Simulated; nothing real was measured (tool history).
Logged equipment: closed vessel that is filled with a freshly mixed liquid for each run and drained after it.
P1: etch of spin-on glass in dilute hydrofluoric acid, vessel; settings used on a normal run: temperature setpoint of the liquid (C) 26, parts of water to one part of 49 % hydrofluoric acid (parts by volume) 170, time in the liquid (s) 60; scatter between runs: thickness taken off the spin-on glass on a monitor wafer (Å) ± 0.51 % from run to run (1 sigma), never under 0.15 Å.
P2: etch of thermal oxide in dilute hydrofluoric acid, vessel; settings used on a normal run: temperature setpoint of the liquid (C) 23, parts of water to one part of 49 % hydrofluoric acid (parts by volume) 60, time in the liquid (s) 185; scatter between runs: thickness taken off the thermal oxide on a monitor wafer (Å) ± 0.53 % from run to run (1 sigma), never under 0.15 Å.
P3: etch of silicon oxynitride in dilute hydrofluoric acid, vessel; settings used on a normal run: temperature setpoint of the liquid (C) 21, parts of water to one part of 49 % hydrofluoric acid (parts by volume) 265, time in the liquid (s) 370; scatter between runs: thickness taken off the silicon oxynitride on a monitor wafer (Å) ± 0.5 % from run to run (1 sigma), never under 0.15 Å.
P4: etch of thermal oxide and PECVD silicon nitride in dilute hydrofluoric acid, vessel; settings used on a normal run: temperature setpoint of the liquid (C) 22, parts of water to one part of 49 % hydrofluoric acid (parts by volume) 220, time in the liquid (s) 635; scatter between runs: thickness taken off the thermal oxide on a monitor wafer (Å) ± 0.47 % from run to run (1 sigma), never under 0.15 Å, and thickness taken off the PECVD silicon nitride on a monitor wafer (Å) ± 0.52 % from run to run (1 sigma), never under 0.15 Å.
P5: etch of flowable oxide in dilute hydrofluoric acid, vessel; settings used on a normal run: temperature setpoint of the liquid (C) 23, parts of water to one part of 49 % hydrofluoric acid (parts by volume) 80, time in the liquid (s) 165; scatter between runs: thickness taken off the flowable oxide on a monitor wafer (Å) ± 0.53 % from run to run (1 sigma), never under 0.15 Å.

run	hour	process that ran	temperature setpoint of the liquid (C)	parts of water to one part of 49 % hydrofluoric acid (parts by volume)	time in the liquid (s)	thickness taken off the spin-on glass on a monitor wafer (Å)	thickness taken off the thermal oxide on a monitor wafer (Å)	thickness taken off the PECVD silicon nitride on a monitor wafer (Å)	thickness taken off the silicon oxynitride on a monitor wafer (Å)	thickness taken off the flowable oxide on a monitor wafer (Å)
1	7	P1	26	170	60	173.2				
2	15.8	P1	26	170	60	172.92				
3	22.9	P1	26	170	60	172.6				
4	28.8	P1	26	260	60	102.85				
5	37.7	P1	22	170	60	148.95				
6	47.1	P4	22	220	635		103.98	142		
7	54.8	P2	23	60	185		149.1			
8	60.3	P2	23	25	185		375.16			
9	69.4	P3	21	265	570				78.185	
10	76	P4	22	220	635		103.97	142.42		
11	82.6	P5	23	80	165					427.42
12	94.3	P2	17	60	185		115.22			
13	100.7	P2	23	60	345		277.23			
14	106.7	P3	24.5	265	370				59.693	
15	118	P3	21	265	370				50.784	
16	125.9	P1	26	100	60	321.75				
17	134.1	P5	23	80	30					76.57
18	139.6	P3	21	115	370				130.27	
19	149	P1	26	170	30	86.162				
20	154.5	P3	21	265	370				51.089	
21	165.1	P5	23	135	165					235.76
22	174.6	P1	26	90	85	511.97				
23	185.5	P4	18	220	635		89.349	109.49		
24	196	P1	34	170	60	228.78				
# hour 204: thermometer replaced
25	205.2	P4	22	220	1150		188.78	254.01		
26	214.5	P5	17	80	165					330.43
27	224.1	P1	26	170	60	173.08				
28	235.2	P1	26	170	60	173.59				
29	241.7	P1	26	170	90	260.66				
30	248.7	P4	22	90	635		293.58	340.75		
31	259.8	P1	26	170	60	173.44				
32	270	P1	26	170	60	172.83				
33	279.6	P1	26	170	60	176.89				
34	289.4	P1	26	170	60	178.5				
35	300.3	P1	26	170	60	181.17				
36	311.8	P1	26	170	60	182.98				
37	321.8	P1	26	170	60	183.41				
38	333.6	P1	26	170	60	181.88				
39	342.9	P1	26	170	60	182.55				
40	350.6	P1	26	170	60	182.92				
41	356.5	P1	26	170	60	182.43				

P1 no longer gives what it gave before; its output has crept away from where it was. The following 2 causes, each at its listed size, fit the log equally well:
A: hydrofluoric acid flow above the setpoint (%) = 4.95
B: liquid hotter than its thermometer reads (K) = 1.58
The process output started creeping at around hour 270.

Question marks stand in for the results of the 4 check runs listed below, each run on one wafer. Under which run would the listed causes show clearly different results?
check 1	362.4	P3	21	265	370				?	
check 2	362.4	P4	22	220	635		?	?		
check 3	362.4	P2	23	60	185		?			
check 4	362.4	P5	23	80	165					?

Expected result of each check under each candidate cause:
check	result	if A	if B
check 1	thickness taken off the silicon oxynitride on a monitor wafer (Å)	53.97	54.7
check 2	thickness taken off the thermal oxide on a monitor wafer (Å)	110.24	110.19
check 2	thickness taken off the PECVD silicon nitride on a monitor wafer (Å)	149.14	157.25
check 3	thickness taken off the thermal oxide on a monitor wafer (Å)	156.63	158.63
check 4	thickness taken off the flowable oxide on a monitor wafer (Å)	447.67	452.49
Minimum pairwise separation of causes per check, each pair taken at its best-separating result: check 1 1.34 %; check 2 5.29 %; check 3 1.27 %; check 4 1.07 %
Only in check 2 would the causes give clearly different results; in the remaining checks their results would be nearly the same.

Check 2 has now been run. It gave: thickness taken off the thermal oxide on a monitor wafer (Å) 110.32; thickness taken off the PECVD silicon nitride on a monitor wafer (Å) 156.6. Which of the candidate causes is it?

The cause is B: liquid hotter than its thermometer reads (K).
